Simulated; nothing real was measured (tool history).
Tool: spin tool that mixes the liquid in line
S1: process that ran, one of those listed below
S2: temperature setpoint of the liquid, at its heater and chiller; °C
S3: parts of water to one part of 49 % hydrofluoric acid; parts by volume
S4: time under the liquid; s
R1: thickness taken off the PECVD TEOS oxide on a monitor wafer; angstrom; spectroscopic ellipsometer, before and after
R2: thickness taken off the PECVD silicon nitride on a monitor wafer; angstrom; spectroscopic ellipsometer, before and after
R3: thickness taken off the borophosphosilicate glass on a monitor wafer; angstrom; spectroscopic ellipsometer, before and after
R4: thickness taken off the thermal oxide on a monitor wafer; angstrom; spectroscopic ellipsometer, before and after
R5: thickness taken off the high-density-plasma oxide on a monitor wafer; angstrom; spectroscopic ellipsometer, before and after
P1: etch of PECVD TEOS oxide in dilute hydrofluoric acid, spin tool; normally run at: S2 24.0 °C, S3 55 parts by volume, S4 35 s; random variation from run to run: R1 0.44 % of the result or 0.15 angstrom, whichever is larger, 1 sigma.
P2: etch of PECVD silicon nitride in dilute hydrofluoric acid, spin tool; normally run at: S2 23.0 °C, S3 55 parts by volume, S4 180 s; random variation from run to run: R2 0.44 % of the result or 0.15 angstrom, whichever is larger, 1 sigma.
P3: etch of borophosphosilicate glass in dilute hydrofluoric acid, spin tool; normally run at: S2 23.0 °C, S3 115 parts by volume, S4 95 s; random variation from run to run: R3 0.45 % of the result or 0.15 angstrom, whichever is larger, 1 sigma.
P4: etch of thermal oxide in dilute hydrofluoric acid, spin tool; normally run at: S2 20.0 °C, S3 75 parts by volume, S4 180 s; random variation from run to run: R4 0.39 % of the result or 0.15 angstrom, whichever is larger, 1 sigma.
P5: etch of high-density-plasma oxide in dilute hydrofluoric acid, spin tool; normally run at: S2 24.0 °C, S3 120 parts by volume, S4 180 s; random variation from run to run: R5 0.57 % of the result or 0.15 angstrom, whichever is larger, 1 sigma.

run	day	S1	S2	S3	S4	R1	R2	R3	R4	R5
1	0.704	P1	24.0	55	35	161.380				
2	1.221	P2	23.0	55	180		95.384			
3	1.571	P3	23.0	180	95			244.51		
4	2.275	P2	23.0	55	325		170.260			
5	2.771	P1	20.5	55	55	219.720				
6	3.450	P1	24.0	55	15	69.172				
7	4.038	P1	19.5	55	20	75.804				
8	4.775	P2	19.5	55	180		74.850			
9	5.488	P1	24.0	55	55	254.150				
10	5.858	P4	20.0	75	180				97.725	
11	6.275	P1	24.0	55	35	161.710				
12	6.967	P3	17.0	115	95			320.85		
13	7.638	P1	24.0	55	35	161.390				
14	8.104	P5	24.0	40	180					248.6100
15	8.800	P4	20.0	110	180				63.644	
16	9.217	P3	23.0	115	95			406.94		
17	9.638	P1	24.0	55	35	161.160				
18	10.238	P1	24.0	20	35	468.170				
19	10.679	P1	30.5	55	35	210.320				
20	11.088	P5	19.0	120	180					61.9710
21	11.504	P2	23.0	30	180		170.460			
# day 11.638: hydrofluoric acid flow meter replaced
22	12.100	P3	23.0	115	180			770.64		
23	12.558	P1	24.0	55	35	162.220				
24	13.242	P1	24.0	80	15	45.693				
25	13.958	P4	20.0	75	70				38.108	
26	14.362	P4	20.0	75	180				97.957	
27	15.104	P2	23.0	55	180		95.086			
28	15.538	P4	26.0	75	180				124.670	
29	16.012	P5	24.0	120	180					74.9100
30	16.738	P1	24.0	55	35	161.600				
31	17.475	P1	24.0	105	35	79.346				
32	17.925	P5	24.0	120	20					7.9832
33	18.692	P1	18.0	55	35	124.110				
34	19.138	P1	24.0	55	35	161.830				
35	19.829	P1	24.0	55	35	161.080				
36	20.233	P1	24.0	55	35	165.770				
37	20.883	P1	24.0	55	35	170.040				
38	21.417	P1	24.0	55	35	174.060				
39	21.842	P1	24.0	55	35	175.740				
40	22.554	P1	24.0	55	35	175.490				
41	22.988	P1	24.0	55	35	177.520				
42	23.688	P1	24.0	55	35	176.420				

Run 43 comes next. What will it give?
43	24.250	P1	24.0	55	35	?				

{"run 43": {"R1": 175.69}}
